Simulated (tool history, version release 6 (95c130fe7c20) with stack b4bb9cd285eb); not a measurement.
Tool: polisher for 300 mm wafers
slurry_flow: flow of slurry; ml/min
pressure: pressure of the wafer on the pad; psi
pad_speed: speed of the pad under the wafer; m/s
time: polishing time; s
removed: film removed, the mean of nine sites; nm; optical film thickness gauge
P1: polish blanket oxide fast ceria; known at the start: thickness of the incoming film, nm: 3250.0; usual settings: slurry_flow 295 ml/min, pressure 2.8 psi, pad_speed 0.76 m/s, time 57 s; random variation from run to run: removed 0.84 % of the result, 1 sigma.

run   hour  slurry_flow  pressure  pad_speed  time  wafers polished on this pad  hours since the slurry nozzle was cleaned  hours since the head pressure was calibrated  removed
  1    7.9          295       2.8       0.76    57                          411                                      143.4                                         257.5   785.62
  2   16.2          295       1.5       0.76    57                          520                                      151.7                                         265.8   418.62
  3   22.7          295       2.8          1    88                          605                                      158.2                                         272.3   1616.9
  4   30.8          295       2.8       0.76    84                          711                                      166.3                                         280.4   1167.8
  5   40.5          295       2.8       0.76    57                          837                                        176                                         290.1   774.45
  6   45.9          295       2.8       0.76    57                          908                                      181.4                                         295.5   781.94
  7   55.2          295       2.8       0.76    57                         1030                                      190.7                                         304.8   790.58
  8   64.7          295       2.8       0.76    57                         1154                                      200.2                                         314.3   778.51
  9   70.1          295       2.8       0.76    57                         1224                                      205.6                                         319.7   773.12
 10   78.2          295       2.8       0.76    57                         1330                                      213.7                                         327.8   774.84
 11   87.8          440       2.8       0.76    57                         1456                                      223.3                                         337.4    799.9
 12   97.5          295       2.8        1.1    57                         1582                                        233                                         347.1   1121.2
 13  104.2          295       2.1       0.76    76                         1670                                      239.7                                         353.8   787.34
 14  109.9          295       2.8       0.34    57                         1744                                      245.4                                         359.5   353.17
 15  119.6          295       2.8       0.76    34                         1871                                      255.1                                         369.2   465.36
 16  125.6          175       2.8       0.76    57                         1950                                      261.1                                         375.2   717.15

Run 17 comes next. What will it give?
 17  131.1          295         4       0.76    57                         2022                                      266.6                                         380.7        ?

removed: 1106.2 nm
